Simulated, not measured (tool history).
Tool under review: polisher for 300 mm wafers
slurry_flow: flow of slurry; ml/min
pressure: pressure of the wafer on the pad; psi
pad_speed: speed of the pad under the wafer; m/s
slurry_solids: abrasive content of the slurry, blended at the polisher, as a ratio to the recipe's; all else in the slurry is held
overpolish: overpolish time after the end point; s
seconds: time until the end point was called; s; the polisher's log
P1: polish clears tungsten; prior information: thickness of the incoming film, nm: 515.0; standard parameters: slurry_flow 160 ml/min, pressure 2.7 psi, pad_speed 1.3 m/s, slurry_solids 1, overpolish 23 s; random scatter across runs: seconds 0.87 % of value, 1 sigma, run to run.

run   hour  slurry_flow  pressure  pad_speed  slurry_solids  overpolish  wafers polished on this pad  hours since the slurry nozzle was cleaned  hours since the head pressure was calibrated  hours since the slurry blender was calibrated  hours since the slurry got fresh peroxide  seconds
  1   11.6          160       2.7        1.3              1          23                          301                                       74.9                                         408.8                                          156.4                                         28   141.51
  2   23.2          160       3.5        1.3              1          23                          364                                       86.5                                         420.4                                            168                                       39.6   109.53
  3   34.3          160       2.7       0.58              1          23                          425                                       97.6                                         431.5                                          179.1                                       50.7   314.09
  4   42.6          160       2.7       1.96              1          23                          471                                      105.9                                         439.8                                          187.4                                         59   91.651
  5   50.3          160       2.7        1.3            0.5          23                          513                                      113.6                                         447.5                                          195.1                                       66.7   164.85
  6   60.5          160       2.7        1.3           1.45          23                          569                                      123.8                                         457.7                                          205.3                                       76.9   127.23
  7   68.6          160       2.7        1.3              1          23                          614                                      131.9                                         465.8                                          213.4                                         85   138.77
  8   75.6          160       2.7        1.3              1          11                          652                                      138.9                                         472.8                                          220.4                                         92   141.36
  9     87          160       2.7        1.3              1          23                          715                                      150.3                                         484.2                                          231.8                                      103.4   141.67
 10   99.1          160       2.7        1.3            0.8           7                          781                                      162.4                                         496.3                                          243.9                                      115.5    149.4
 11  104.9          160       2.7        1.3              1          44                          813                                      168.2                                         502.1                                          249.7                                      121.3    139.4
 12  110.1           95       2.7        1.3              1          23                          841                                      173.4                                         507.3                                          254.9                                      126.5    155.1
 13  117.8          230       2.7       0.84              1          23                          884                                      181.1                                           515                                          262.6                                      134.2   209.39
 14  127.7          160       2.7        1.3              1          23                          938                                        191                                         524.9                                          272.5                                      144.1   139.63
 15    133          160       1.3        1.3              1          23                          967                                      196.3                                         530.2                                          277.8                                      149.4   294.81
 16  139.4          200       2.7        1.3              1          23                         1002                                      202.7                                         536.6                                          284.2                                      155.8   135.85
 17  147.1          160       2.7        1.3              1          23                         1045                                      210.4                                         544.3                                          291.9                                      163.5   140.78
 18  156.6          160       2.7        1.3              1          23                         1097                                      219.9                                         553.8                                          301.4                                        173    145.4
 19  165.2          160       2.7        1.3              1          23                         1144                                      228.5                                         562.4                                            310                                      181.6   148.73
     175.3  -- head pressure recalibrated
 20  176.8          160       2.7        1.3              1          23                         1208                                      240.1                                           1.5                                          321.6                                      193.2   149.38
 21  188.7          160       2.7        1.3              1          23                         1273                                        252                                          13.4                                          333.5                                      205.1   152.47
     192.3  -- worn pad replaced by a new one
 22    196          160       2.7        1.3              1          23                           20                                      259.3                                          20.7                                          340.8                                      212.4   151.13
     200.6  -- slurry blender recalibrated
 23  201.8          160       2.7        1.3              1          23                           52                                      265.1                                          26.5                                            1.3                                      218.2   151.41
 24  213.4          160       2.7        1.3              1          23                          116                                      276.7                                          38.1                                           12.9                                      229.8   152.26
 25  220.3          160       2.7        1.3              1          23                          154                                      283.6                                            45                                           19.8                                      236.7    151.4

The output of P1 has drifted from where it used to be. Each of the 2 causes below, taken at the size shown beside it, accounts for the log equally well:
A: slurry flow missing at the pad, % = 31.8
B: peroxide lost from the slurry, % = 17.6
Onset of the creep was near hour 147.1.
What rules out each remaining cause:
removal rate lost through wear of the pad, %: serviced at hour 192.3, which brought nothing back
head's pressure below its setpoint, %: serviced at hour 175.3, which brought nothing back
abrasive missing from the slurry, %: serviced at hour 200.6, which brought nothing back

The 4 check runs listed below each average the results of 2 wafers, and their outcomes are marked with question marks. Under which run would the listed causes produce clearly different results?
check 1  227.2          160       2.7        1.3            1.2          23                                                                                                                                                                                                                        ?
check 2  227.2           95       2.7        1.3              1          23                                                                                                                                                                                                                        ?
check 3  227.2          160       2.7       0.58            0.8          23                                                                                                                                                                                                                        ?
check 4  227.2          160       2.7       1.68              1          23                                                                                                                                                                                                                        ?

Expected result of each check under each candidate cause:
  check   result    if A    if B
check 1  seconds  145.22  145.21
check 2  seconds  176.82  169.23
check 3  seconds  358.18  358.15
check 4  seconds  117.37  117.36
Per check, the gap between the least separated pair of causes, taken in the result that splits them most: check 1 0.01 %; check 2 4.39 %; check 3 0.01 %; check 4 0.01 %
Only in check 2 would the causes give clearly different results; in the remaining checks their results would be nearly the same.

Running check 2 produced the following: seconds 168.45 s. Which one of the listed causes fits?

It is B: peroxide lost from the slurry, %.
